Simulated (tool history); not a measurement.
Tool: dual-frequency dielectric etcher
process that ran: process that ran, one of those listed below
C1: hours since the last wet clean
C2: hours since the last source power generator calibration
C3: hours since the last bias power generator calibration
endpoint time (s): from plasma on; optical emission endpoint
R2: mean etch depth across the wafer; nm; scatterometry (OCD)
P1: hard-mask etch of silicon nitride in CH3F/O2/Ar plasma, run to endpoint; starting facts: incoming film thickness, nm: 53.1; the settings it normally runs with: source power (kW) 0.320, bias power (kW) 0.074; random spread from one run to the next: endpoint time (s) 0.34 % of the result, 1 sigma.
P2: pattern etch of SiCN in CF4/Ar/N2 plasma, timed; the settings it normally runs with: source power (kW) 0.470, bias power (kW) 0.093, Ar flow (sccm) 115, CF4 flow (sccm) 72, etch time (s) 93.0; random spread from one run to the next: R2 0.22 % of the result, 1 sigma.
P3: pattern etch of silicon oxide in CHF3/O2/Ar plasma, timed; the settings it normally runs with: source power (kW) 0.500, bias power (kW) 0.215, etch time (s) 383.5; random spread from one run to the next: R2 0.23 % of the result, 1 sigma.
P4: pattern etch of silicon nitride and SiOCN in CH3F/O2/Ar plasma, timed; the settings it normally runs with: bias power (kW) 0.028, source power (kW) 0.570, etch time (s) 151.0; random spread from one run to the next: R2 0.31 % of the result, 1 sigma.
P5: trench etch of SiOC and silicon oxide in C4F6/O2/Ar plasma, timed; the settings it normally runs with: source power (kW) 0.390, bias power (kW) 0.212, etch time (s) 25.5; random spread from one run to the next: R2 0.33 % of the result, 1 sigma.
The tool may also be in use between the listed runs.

{"run": 1, "hour": 3.1, "process that ran": "P1", "source power (kW)": 0.32, "bias power (kW)": 0.074, "C1": 161.1, "C2": 2398.6, "C3": 517.3, "endpoint time (s)": 79.654}
{"run": 2, "hour": 5.9, "process that ran": "P1", "source power (kW)": 0.32, "bias power (kW)": 0.074, "C1": 163.9, "C2": 2401.4, "C3": 520.1, "endpoint time (s)": 79.638}
{"run": 3, "hour": 8.8, "process that ran": "P2", "source power (kW)": 0.47, "bias power (kW)": 0.093, "Ar flow (sccm)": 115, "CF4 flow (sccm)": 86, "etch time (s)": 93.0, "C1": 166.8, "C2": 2404.3, "C3": 523.0, "R2": 92.746}
{"run": 4, "hour": 13.2, "process that ran": "P1", "source power (kW)": 0.32, "bias power (kW)": 0.074, "C1": 171.2, "C2": 2408.7, "C3": 527.4, "endpoint time (s)": 79.688}
{"run": 5, "hour": 15.7, "process that ran": "P1", "source power (kW)": 0.25, "bias power (kW)": 0.074, "C1": 173.7, "C2": 2411.2, "C3": 529.9, "endpoint time (s)": 86.987}
{"run": 6, "hour": 18.0, "process that ran": "P5", "source power (kW)": 0.39, "bias power (kW)": 0.212, "etch time (s)": 25.5, "C1": 176.0, "C2": 2413.5, "C3": 532.2, "R2": 51.883}
{"run": 7, "hour": 20.2, "process that ran": "P4", "source power (kW)": 0.57, "bias power (kW)": 0.028, "etch time (s)": 151.0, "C1": 178.2, "C2": 2415.7, "C3": 534.4, "R2": 25.167}
{"run": 8, "hour": 22.9, "process that ran": "P5", "source power (kW)": 0.39, "bias power (kW)": 0.254, "etch time (s)": 25.5, "C1": 180.9, "C2": 2418.4, "C3": 537.1, "R2": 54.966}
{"run": 9, "hour": 27.1, "process that ran": "P2", "source power (kW)": 0.47, "bias power (kW)": 0.093, "Ar flow (sccm)": 115, "CF4 flow (sccm)": 72, "etch time (s)": 93.0, "C1": 185.1, "C2": 2422.6, "C3": 541.3, "R2": 90.736}
{"run": 10, "hour": 31.1, "process that ran": "P1", "source power (kW)": 0.32, "bias power (kW)": 0.074, "C1": 189.1, "C2": 2426.6, "C3": 545.3, "endpoint time (s)": 79.993}
{"run": 11, "hour": 34.4, "process that ran": "P4", "source power (kW)": 0.47, "bias power (kW)": 0.028, "etch time (s)": 151.0, "C1": 192.4, "C2": 2429.9, "C3": 548.6, "R2": 23.713}
{"hour": 35.2, "done": "wet clean of the chamber"}
{"run": 12, "hour": 37.6, "process that ran": "P2", "source power (kW)": 0.47, "bias power (kW)": 0.093, "Ar flow (sccm)": 115, "CF4 flow (sccm)": 72, "etch time (s)": 93.0, "C1": 2.5, "C2": 2433.1, "C3": 551.8, "R2": 90.534}
{"run": 13, "hour": 40.2, "process that ran": "P1", "source power (kW)": 0.32, "bias power (kW)": 0.074, "C1": 5.1, "C2": 2435.7, "C3": 554.4, "endpoint time (s)": 79.691}
{"run": 14, "hour": 43.1, "process that ran": "P5", "source power (kW)": 0.25, "bias power (kW)": 0.212, "etch time (s)": 25.5, "C1": 8.0, "C2": 2438.6, "C3": 557.3, "R2": 43.962}
{"run": 15, "hour": 47.2, "process that ran": "P2", "source power (kW)": 0.47, "bias power (kW)": 0.093, "Ar flow (sccm)": 115, "CF4 flow (sccm)": 72, "etch time (s)": 51.0, "C1": 12.1, "C2": 2442.7, "C3": 561.4, "R2": 49.586}
{"run": 16, "hour": 49.4, "process that ran": "P4", "source power (kW)": 0.57, "bias power (kW)": 0.028, "etch time (s)": 151.0, "C1": 14.3, "C2": 2444.9, "C3": 563.6, "R2": 25.201}
{"run": 17, "hour": 53.0, "process that ran": "P3", "source power (kW)": 0.64, "bias power (kW)": 0.215, "etch time (s)": 383.5, "C1": 17.9, "C2": 2448.5, "C3": 567.2, "R2": 802.86}
{"run": 18, "hour": 55.2, "process that ran": "P1", "source power (kW)": 0.32, "bias power (kW)": 0.057, "C1": 20.1, "C2": 2450.7, "C3": 569.4, "endpoint time (s)": 86.886}
{"run": 19, "hour": 59.2, "process that ran": "P4", "source power (kW)": 0.57, "bias power (kW)": 0.028, "etch time (s)": 103.5, "C1": 24.1, "C2": 2454.7, "C3": 573.4, "R2": 17.331}
{"run": 20, "hour": 61.1, "process that ran": "P5", "source power (kW)": 0.39, "bias power (kW)": 0.212, "etch time (s)": 38.0, "C1": 26.0, "C2": 2456.6, "C3": 575.3, "R2": 77.37}
{"run": 21, "hour": 65.5, "process that ran": "P4", "source power (kW)": 0.57, "bias power (kW)": 0.017, "etch time (s)": 151.0, "C1": 30.4, "C2": 2461.0, "C3": 579.7, "R2": 20.282}
{"run": 22, "hour": 67.5, "process that ran": "P3", "source power (kW)": 0.5, "bias power (kW)": 0.215, "etch time (s)": 468.5, "C1": 32.4, "C2": 2463.0, "C3": 581.7, "R2": 893.94}
{"run": 23, "hour": 70.8, "process that ran": "P1", "source power (kW)": 0.32, "bias power (kW)": 0.09, "C1": 35.7, "C2": 2466.3, "C3": 585.0, "endpoint time (s)": 74.06}
{"run": 24, "hour": 74.9, "process that ran": "P1", "source power (kW)": 0.32, "bias power (kW)": 0.074, "C1": 39.8, "C2": 2470.4, "C3": 589.1, "endpoint time (s)": 79.862}

What does the tool deliver on the next run?
{"run": 25, "hour": 78.2, "process that ran": "P2", "source power (kW)": 0.47, "bias power (kW)": 0.093, "Ar flow (sccm)": 139, "CF4 flow (sccm)": 72, "etch time (s)": 93.0, "C1": 43.1, "C2": 2473.7, "C3": 592.4, "R2": "?"}

For run 25 the tool returned R2 88.237 nm.

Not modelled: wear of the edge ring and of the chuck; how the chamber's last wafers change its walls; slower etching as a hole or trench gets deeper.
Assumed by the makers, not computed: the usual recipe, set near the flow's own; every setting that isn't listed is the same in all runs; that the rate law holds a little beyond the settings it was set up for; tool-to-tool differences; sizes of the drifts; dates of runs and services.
